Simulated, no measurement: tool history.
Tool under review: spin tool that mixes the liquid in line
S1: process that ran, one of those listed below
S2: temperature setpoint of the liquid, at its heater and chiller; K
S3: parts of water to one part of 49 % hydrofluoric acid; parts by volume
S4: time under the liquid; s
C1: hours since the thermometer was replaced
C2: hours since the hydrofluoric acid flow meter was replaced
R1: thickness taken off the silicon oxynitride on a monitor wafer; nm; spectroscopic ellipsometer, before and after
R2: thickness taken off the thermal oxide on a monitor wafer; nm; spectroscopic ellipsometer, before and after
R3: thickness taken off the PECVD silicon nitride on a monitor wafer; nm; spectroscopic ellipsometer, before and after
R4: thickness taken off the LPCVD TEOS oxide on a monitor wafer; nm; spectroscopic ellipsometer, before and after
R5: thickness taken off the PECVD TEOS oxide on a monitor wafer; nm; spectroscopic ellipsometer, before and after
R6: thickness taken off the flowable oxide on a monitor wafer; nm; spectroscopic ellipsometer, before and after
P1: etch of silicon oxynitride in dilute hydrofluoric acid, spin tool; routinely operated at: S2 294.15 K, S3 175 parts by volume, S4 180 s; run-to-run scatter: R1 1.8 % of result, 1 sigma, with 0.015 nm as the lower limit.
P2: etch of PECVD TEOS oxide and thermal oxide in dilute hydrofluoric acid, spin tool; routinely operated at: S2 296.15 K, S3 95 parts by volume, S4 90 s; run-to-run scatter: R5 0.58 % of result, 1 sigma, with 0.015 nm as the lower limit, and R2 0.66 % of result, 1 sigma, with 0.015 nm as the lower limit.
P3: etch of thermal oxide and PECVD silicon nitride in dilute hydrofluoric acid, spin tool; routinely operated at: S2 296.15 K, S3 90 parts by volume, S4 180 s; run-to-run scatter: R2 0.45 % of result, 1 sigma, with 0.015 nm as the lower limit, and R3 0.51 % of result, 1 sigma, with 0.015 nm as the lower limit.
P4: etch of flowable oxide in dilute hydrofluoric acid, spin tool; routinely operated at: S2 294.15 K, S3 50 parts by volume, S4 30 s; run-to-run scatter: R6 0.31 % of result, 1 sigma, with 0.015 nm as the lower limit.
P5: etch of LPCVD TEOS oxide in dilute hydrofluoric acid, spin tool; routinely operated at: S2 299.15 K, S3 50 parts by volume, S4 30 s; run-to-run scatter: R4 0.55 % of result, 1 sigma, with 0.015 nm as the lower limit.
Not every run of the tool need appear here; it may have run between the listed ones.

run	hour	S1	S2	S3	S4	C1	C2	R1	R2	R3	R4	R5	R6
1	9.1	P1	294.15	175	180	697.2	471.2	1.3573					
2	21.5	P3	296.15	90	180	709.6	483.6		9.0473	4.3713			
3	35.8	P3	296.15	125	180	723.9	497.9		6.2954	3.1843			
4	45.2	P1	294.15	175	180	733.3	507.3	1.4041					
5	57.9	P5	294.65	50	30	746	520				9.9139		
6	71.6	P1	294.15	175	180	759.7	533.7	1.4025					
7	79.1	P5	299.15	50	30	767.2	541.2				11.963		
8	90.3	P1	290.15	85	180	778.4	552.4	2.5369					
9	103.5	P3	304.15	90	180	791.6	565.6		12.45	7.2973			
10	110.4	P1	294.15	175	360	798.5	572.5	2.7279					
11	120.4	P5	299.15	75	30	808.5	582.5				7.725		
12	129.5	P1	294.15	175	180	817.6	591.6	1.3664					
13	136.9	P1	294.15	175	180	825	599	1.3476					
14	150.9	P5	299.15	50	30	839	613				11.947		
15	160.4	P1	294.15	175	180	848.5	622.5	1.3598					
16	174	P1	294.15	175	95	862.1	636.1	0.72235					
17	188.3	P2	296.15	95	40	876.4	650.4		1.8386			3.6281	
18	198.7	P5	299.15	50	50	886.8	660.8				19.818		
19	208.4	P3	296.15	90	80	896.5	670.5		4.058	1.943			
20	219.5	P4	298.15	50	30	907.6	681.6						15.451
21	231.7	P4	294.15	70	30	919.8	693.8						9.0976
22	240.3	P2	296.15	95	90	928.4	702.4		4.1273			8.0816	
23	251.2	P4	294.15	50	30	939.3	713.3						13.125
24	258.6	P2	296.15	180	90	946.7	720.7		1.9667			3.8406	
25	270	P1	290.15	310	180	958.1	732.1	0.58495					
26	282	P1	290.15	175	180	970.1	744.1	1.1605					
27	292.7	P1	294.15	320	180	980.8	754.8	0.68303					
28	301	P1	294.15	40	180	989.1	763.1	6.7912					
29	315.5	P1	297.65	175	180	1003.6	777.6	1.6186					
30	322.7	P4	294.15	50	15	1010.8	784.8						6.56
31	332.6	P2	290.65	95	90	1020.7	794.7		3.3029			6.4448	
32	344.7	P1	294.15	175	180	1032.8	806.8	1.3861					
33	355.4	P1	294.15	175	180	1043.5	817.5	1.3385					
34	363.1	P1	294.15	175	180	1051.2	825.2	1.3035					
35	377.1	P1	294.15	175	180	1065.2	839.2	1.2623					
36	388.1	P1	294.15	175	180	1076.2	850.2	1.2469					
37	395.1	P1	294.15	175	180	1083.2	857.2	1.2852					
38	401.8	P1	294.15	175	180	1089.9	863.9	1.3012					
39	410	P1	294.15	175	180	1098.1	872.1	1.2385					
40	419.9	P1	294.15	175	180	1108	882	1.282					

What P1 gives has crept away from where it was. These 2 causes fit the log equally well, each at the size given:
A: hydrofluoric acid flow below the setpoint (%) = 8.98
B: liquid colder than its thermometer reads (K) = 2.26
The gradual shift began around hour 344.7.

Below are 4 check runs, each on a single wafer, with their results shown as question marks. Which of them would tell the listed causes apart, meaning the causes would give clearly different results under it?
check 1	429.8	P2	296.15	95	90				?			?	
check 2	429.8	P3	296.15	90	180				?	?			
check 3	429.8	P4	294.15	50	30								?
check 4	429.8	P5	299.15	50	30						?		

What each check would give under each cause:
check	result	if A	if B
check 1	R2	3.712	3.7633
check 1	R5	7.253	7.3532
check 2	R2	8.1999	8.3066
check 2	R3	3.9744	3.7444
check 3	R6	11.831	11.878
check 4	R4	10.764	10.856
Distance between the nearest two causes, measured in the result of the check that separates them most: check 1 1.37 %; check 2 5.96 %; check 3 0.4 %; check 4 0.85 %
Check 2 is the one run that separates the causes; every other check would come out nearly the same whichever cause is at work.

Check 2 was then run and gave: R2 8.3213 nm; R3 3.7656 nm. Which cause is it?

The cause is B: liquid colder than its thermometer reads (K).
